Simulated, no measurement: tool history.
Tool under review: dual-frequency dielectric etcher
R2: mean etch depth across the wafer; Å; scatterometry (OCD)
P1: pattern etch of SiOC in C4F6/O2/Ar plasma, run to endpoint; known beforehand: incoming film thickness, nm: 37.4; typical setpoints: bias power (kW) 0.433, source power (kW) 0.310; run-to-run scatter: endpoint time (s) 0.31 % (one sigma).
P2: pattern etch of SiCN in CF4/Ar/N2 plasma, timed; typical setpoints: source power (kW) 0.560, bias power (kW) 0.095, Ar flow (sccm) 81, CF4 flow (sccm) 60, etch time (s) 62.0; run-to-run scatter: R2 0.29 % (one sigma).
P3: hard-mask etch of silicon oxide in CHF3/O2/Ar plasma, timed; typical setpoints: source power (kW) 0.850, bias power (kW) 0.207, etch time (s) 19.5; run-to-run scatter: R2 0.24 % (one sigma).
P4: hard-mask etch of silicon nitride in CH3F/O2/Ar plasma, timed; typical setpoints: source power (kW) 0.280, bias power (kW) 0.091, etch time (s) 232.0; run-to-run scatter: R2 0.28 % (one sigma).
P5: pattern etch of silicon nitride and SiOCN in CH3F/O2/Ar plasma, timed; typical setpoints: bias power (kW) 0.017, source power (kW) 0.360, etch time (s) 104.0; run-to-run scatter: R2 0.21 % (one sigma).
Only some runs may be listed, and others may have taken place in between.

run 1 day=0.333 | process_that_ran=P1 bias_power_(kW)=0.433 source_power_(kW)=0.310 | endpoint_time_(s)=14.077
run 2 day=0.817 | process_that_ran=P2 bias_power_(kW)=0.095 source_power_(kW)=0.560 Ar_flow_(sccm)=81 CF4_flow_(sccm)=60 etch_time_(s)=34.0 | R2=401.56
run 3 day=1.217 | process_that_ran=P1 bias_power_(kW)=0.433 source_power_(kW)=0.310 | endpoint_time_(s)=14.195
run 4 day=1.512 | process_that_ran=P2 bias_power_(kW)=0.095 source_power_(kW)=0.560 Ar_flow_(sccm)=81 CF4_flow_(sccm)=80 etch_time_(s)=62.0 | R2=759.35
run 5 day=1.783 | process_that_ran=P5 bias_power_(kW)=0.023 source_power_(kW)=0.360 etch_time_(s)=104.0 | R2=131.75
run 6 day=2.083 | process_that_ran=P4 bias_power_(kW)=0.091 source_power_(kW)=0.280 etch_time_(s)=232.0 | R2=1571.50
run 7 day=2.475 | process_that_ran=P3 bias_power_(kW)=0.207 source_power_(kW)=0.850 etch_time_(s)=29.0 | R2=687.27
run 8 day=2.950 | process_that_ran=P3 bias_power_(kW)=0.207 source_power_(kW)=0.850 etch_time_(s)=19.5 | R2=462.31
run 9 day=3.446 | process_that_ran=P1 bias_power_(kW)=0.433 source_power_(kW)=0.310 | endpoint_time_(s)=14.127
run 10 day=3.721 | process_that_ran=P1 bias_power_(kW)=0.600 source_power_(kW)=0.310 | endpoint_time_(s)=12.440
run 11 day=4.175 | process_that_ran=P1 bias_power_(kW)=0.433 source_power_(kW)=0.240 | endpoint_time_(s)=15.542
run 12 day=4.804 | process_that_ran=P5 bias_power_(kW)=0.017 source_power_(kW)=0.490 etch_time_(s)=104.0 | R2=128.67
run 13 day=5.388 | process_that_ran=P3 bias_power_(kW)=0.207 source_power_(kW)=0.850 etch_time_(s)=19.5 | R2=464.70
run 14 day=5.721 | process_that_ran=P1 bias_power_(kW)=0.433 source_power_(kW)=0.310 | endpoint_time_(s)=14.060
run 15 day=6.071 | process_that_ran=P2 bias_power_(kW)=0.095 source_power_(kW)=0.560 Ar_flow_(sccm)=81 CF4_flow_(sccm)=60 etch_time_(s)=62.0 | R2=736.76
run 16 day=6.362 | process_that_ran=P5 bias_power_(kW)=0.017 source_power_(kW)=0.360 etch_time_(s)=104.0 | R2=115.80
run 17 day=6.779 | process_that_ran=P1 bias_power_(kW)=0.433 source_power_(kW)=0.370 | endpoint_time_(s)=13.281
run 18 day=7.146 | process_that_ran=P4 bias_power_(kW)=0.091 source_power_(kW)=0.210 etch_time_(s)=232.0 | R2=1418.00
run 19 day=7.558 | process_that_ran=P2 bias_power_(kW)=0.095 source_power_(kW)=0.560 Ar_flow_(sccm)=50 CF4_flow_(sccm)=60 etch_time_(s)=62.0 | R2=781.06
run 20 day=8.058 | process_that_ran=P1 bias_power_(kW)=0.433 source_power_(kW)=0.310 | endpoint_time_(s)=14.203
run 21 day=8.362 | process_that_ran=P2 bias_power_(kW)=0.095 source_power_(kW)=0.560 Ar_flow_(sccm)=81 CF4_flow_(sccm)=60 etch_time_(s)=62.0 | R2=732.97
run 22 day=8.950 | process_that_ran=P2 bias_power_(kW)=0.125 source_power_(kW)=0.560 Ar_flow_(sccm)=81 CF4_flow_(sccm)=60 etch_time_(s)=62.0 | R2=812.50
run 23 day=9.321 | process_that_ran=P2 bias_power_(kW)=0.095 source_power_(kW)=0.700 Ar_flow_(sccm)=81 CF4_flow_(sccm)=60 etch_time_(s)=62.0 | R2=890.93
run 24 day=9.912 | process_that_ran=P3 bias_power_(kW)=0.207 source_power_(kW)=1.190 etch_time_(s)=19.5 | R2=525.28
run 25 day=10.446 | process_that_ran=P3 bias_power_(kW)=0.276 source_power_(kW)=0.850 etch_time_(s)=19.5 | R2=511.44
run 26 day=10.762 | process_that_ran=P4 bias_power_(kW)=0.072 source_power_(kW)=0.280 etch_time_(s)=232.0 | R2=1445.80
run 27 day=11.088 | process_that_ran=P5 bias_power_(kW)=0.017 source_power_(kW)=0.360 etch_time_(s)=134.0 | R2=148.38
run 28 day=11.550 | process_that_ran=P5 bias_power_(kW)=0.017 source_power_(kW)=0.360 etch_time_(s)=104.0 | R2=115.39
run 29 day=11.929 | process_that_ran=P1 bias_power_(kW)=0.433 source_power_(kW)=0.310 | endpoint_time_(s)=14.124
run 30 day=12.350 | process_that_ran=P1 bias_power_(kW)=0.286 source_power_(kW)=0.200 | endpoint_time_(s)=19.410
run 31 day=12.638 | process_that_ran=P1 bias_power_(kW)=0.337 source_power_(kW)=0.310 | endpoint_time_(s)=15.380
run 32 day=13.092 | process_that_ran=P4 bias_power_(kW)=0.091 source_power_(kW)=0.280 etch_time_(s)=176.0 | R2=1190.20
run 33 day=13.412 | process_that_ran=P1 bias_power_(kW)=0.433 source_power_(kW)=0.310 | endpoint_time_(s)=14.147
run 34 day=13.888 | process_that_ran=P1 bias_power_(kW)=0.433 source_power_(kW)=0.310 | endpoint_time_(s)=13.959
run 35 day=14.379 | process_that_ran=P1 bias_power_(kW)=0.433 source_power_(kW)=0.310 | endpoint_time_(s)=13.952
run 36 day=14.921 | process_that_ran=P1 bias_power_(kW)=0.433 source_power_(kW)=0.310 | endpoint_time_(s)=13.939
run 37 day=15.417 | process_that_ran=P1 bias_power_(kW)=0.433 source_power_(kW)=0.310 | endpoint_time_(s)=13.958
run 38 day=15.883 | process_that_ran=P1 bias_power_(kW)=0.433 source_power_(kW)=0.310 | endpoint_time_(s)=13.885
run 39 day=16.288 | process_that_ran=P1 bias_power_(kW)=0.433 source_power_(kW)=0.310 | endpoint_time_(s)=13.945
-- day=16.471 wet clean of the chamber
run 40 day=16.892 | process_that_ran=P1 bias_power_(kW)=0.433 source_power_(kW)=0.310 | endpoint_time_(s)=13.906
run 41 day=17.392 | process_that_ran=P1 bias_power_(kW)=0.433 source_power_(kW)=0.310 | endpoint_time_(s)=13.893
run 42 day=17.962 | process_that_ran=P1 bias_power_(kW)=0.433 source_power_(kW)=0.310 | endpoint_time_(s)=13.893
run 43 day=18.250 | process_that_ran=P1 bias_power_(kW)=0.433 source_power_(kW)=0.310 | endpoint_time_(s)=13.878
run 44 day=18.721 | process_that_ran=P1 bias_power_(kW)=0.433 source_power_(kW)=0.310 | endpoint_time_(s)=13.949

Something has made what P1 gives creep away from where it was; the 2 causes below, each at its own stated size, fit the log equally well:
A: source power that arrives over what is set, % = 4.33
B: bias power that arrives over what is set, % = 4.31
The drift started at roughly day 13.412.
The rest of the possible causes, and what rules out each one:
chamber walls in a state that raises the etch rate, %: work on it at day 16.471, done after the drift set in, did not restore what the process gave before

Which of the 4 check runs listed below separates the causes, so that each cause would produce a clearly different result? Each run uses one wafer, and its results are marked with question marks.
run check 1 day=19.192 | process_that_ran=P2 bias_power_(kW)=0.095 source_power_(kW)=0.560 Ar_flow_(sccm)=81 CF4_flow_(sccm)=60 etch_time_(s)=62.0 | R2=?
run check 2 day=19.192 | process_that_ran=P4 bias_power_(kW)=0.091 source_power_(kW)=0.280 etch_time_(s)=232.0 | R2=?
run check 3 day=19.192 | process_that_ran=P5 bias_power_(kW)=0.017 source_power_(kW)=0.360 etch_time_(s)=104.0 | R2=?
run check 4 day=19.192 | process_that_ran=P3 bias_power_(kW)=0.207 source_power_(kW)=0.850 etch_time_(s)=19.5 | R2=?

How each check would come out, cause by cause:
check=check_1 result=R2 if_A=760.88 if_B=744.37
check=check_2 result=R2 if_A=1599.50 if_B=1599.40
check=check_3 result=R2 if_A=116.86 if_B=117.21
check=check_4 result=R2 if_A=470.79 if_B=469.89
Per check, the gap between the least separated pair of causes, taken in the result that splits them most: check 1 2.19 %; check 2 0.01 %; check 3 0.29 %; check 4 0.19 %
Only in check 1 would the causes give clearly different results; in the remaining checks their results would be nearly the same.

Then check 1 was run and gave: R2 762.56 Å. Which cause is it?

It is A: source power that arrives over what is set, %.

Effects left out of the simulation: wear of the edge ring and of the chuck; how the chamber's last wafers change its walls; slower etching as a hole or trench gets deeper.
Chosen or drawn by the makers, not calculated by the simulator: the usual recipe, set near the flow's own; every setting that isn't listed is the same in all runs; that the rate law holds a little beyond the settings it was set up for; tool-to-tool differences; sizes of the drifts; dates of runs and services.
